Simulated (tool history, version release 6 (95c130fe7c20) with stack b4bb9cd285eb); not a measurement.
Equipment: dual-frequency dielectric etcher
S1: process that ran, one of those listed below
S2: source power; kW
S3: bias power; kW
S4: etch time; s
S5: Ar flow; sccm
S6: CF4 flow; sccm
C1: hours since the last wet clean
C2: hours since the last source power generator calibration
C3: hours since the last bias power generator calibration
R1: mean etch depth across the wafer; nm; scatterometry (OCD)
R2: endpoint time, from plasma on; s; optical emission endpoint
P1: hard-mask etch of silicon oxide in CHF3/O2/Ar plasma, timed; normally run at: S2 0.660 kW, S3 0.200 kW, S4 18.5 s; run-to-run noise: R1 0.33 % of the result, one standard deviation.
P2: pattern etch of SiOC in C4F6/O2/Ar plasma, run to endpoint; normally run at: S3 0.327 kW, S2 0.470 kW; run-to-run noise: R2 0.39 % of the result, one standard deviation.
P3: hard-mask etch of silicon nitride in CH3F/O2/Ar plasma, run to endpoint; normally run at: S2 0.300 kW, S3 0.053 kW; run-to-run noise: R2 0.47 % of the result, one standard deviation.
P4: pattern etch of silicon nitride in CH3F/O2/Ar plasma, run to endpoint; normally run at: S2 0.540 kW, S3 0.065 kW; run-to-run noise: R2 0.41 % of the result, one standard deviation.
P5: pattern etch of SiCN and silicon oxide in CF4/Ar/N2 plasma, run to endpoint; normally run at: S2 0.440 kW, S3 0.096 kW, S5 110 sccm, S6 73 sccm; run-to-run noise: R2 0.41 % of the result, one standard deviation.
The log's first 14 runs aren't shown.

{"run": 15, "hour": 47.4, "S1": "P1", "S2": 0.66, "S3": 0.2, "S4": 10.5, "C1": 328.9, "C2": 1999.5, "C3": 22.3, "R1": 22.197}
{"run": 16, "hour": 50.1, "S1": "P1", "S2": 0.66, "S3": 0.254, "S4": 18.5, "C1": 331.6, "C2": 2002.2, "C3": 25.0, "R1": 42.408}
{"run": 17, "hour": 53.5, "S1": "P5", "S2": 0.61, "S3": 0.096, "S5": 110, "S6": 73, "C1": 335.0, "C2": 2005.6, "C3": 28.4, "R2": 11.254}
{"run": 18, "hour": 56.9, "S1": "P1", "S2": 0.66, "S3": 0.147, "S4": 18.5, "C1": 338.4, "C2": 2009.0, "C3": 31.8, "R1": 35.464}
{"run": 19, "hour": 61.0, "S1": "P1", "S2": 0.87, "S3": 0.2, "S4": 18.5, "C1": 342.5, "C2": 2013.1, "C3": 35.9, "R1": 43.397}
{"run": 20, "hour": 63.8, "S1": "P4", "S2": 0.54, "S3": 0.065, "C1": 345.3, "C2": 2015.9, "C3": 38.7, "R2": 35.986}
{"run": 21, "hour": 68.2, "S1": "P3", "S2": 0.3, "S3": 0.053, "C1": 349.7, "C2": 2020.3, "C3": 43.1, "R2": 76.205}
{"run": 22, "hour": 71.1, "S1": "P2", "S2": 0.47, "S3": 0.262, "C1": 352.6, "C2": 2023.2, "C3": 46.0, "R2": 14.197}
{"run": 23, "hour": 73.7, "S1": "P1", "S2": 0.52, "S3": 0.2, "S4": 26.0, "C1": 355.2, "C2": 2025.8, "C3": 48.6, "R1": 50.043}
{"run": 24, "hour": 77.2, "S1": "P1", "S2": 0.66, "S3": 0.2, "S4": 18.5, "C1": 358.7, "C2": 2029.3, "C3": 52.1, "R1": 38.852}
{"run": 25, "hour": 80.4, "S1": "P4", "S2": 0.32, "S3": 0.065, "C1": 361.9, "C2": 2032.5, "C3": 55.3, "R2": 44.22}
{"run": 26, "hour": 84.3, "S1": "P1", "S2": 0.66, "S3": 0.2, "S4": 26.5, "C1": 365.8, "C2": 2036.4, "C3": 59.2, "R1": 55.926}
{"run": 27, "hour": 88.8, "S1": "P5", "S2": 0.44, "S3": 0.134, "S5": 110, "S6": 73, "C1": 370.3, "C2": 2040.9, "C3": 63.7, "R2": 13.386}
{"run": 28, "hour": 91.3, "S1": "P3", "S2": 0.3, "S3": 0.04, "C1": 372.8, "C2": 2043.4, "C3": 66.2, "R2": 83.162}

What does the tool deliver on the next run?
{"run": 29, "hour": 94.1, "S1": "P2", "S2": 0.47, "S3": 0.327, "C1": 375.6, "C2": 2046.2, "C3": 69.0, "R2": "?"}

R2: 13.206 s

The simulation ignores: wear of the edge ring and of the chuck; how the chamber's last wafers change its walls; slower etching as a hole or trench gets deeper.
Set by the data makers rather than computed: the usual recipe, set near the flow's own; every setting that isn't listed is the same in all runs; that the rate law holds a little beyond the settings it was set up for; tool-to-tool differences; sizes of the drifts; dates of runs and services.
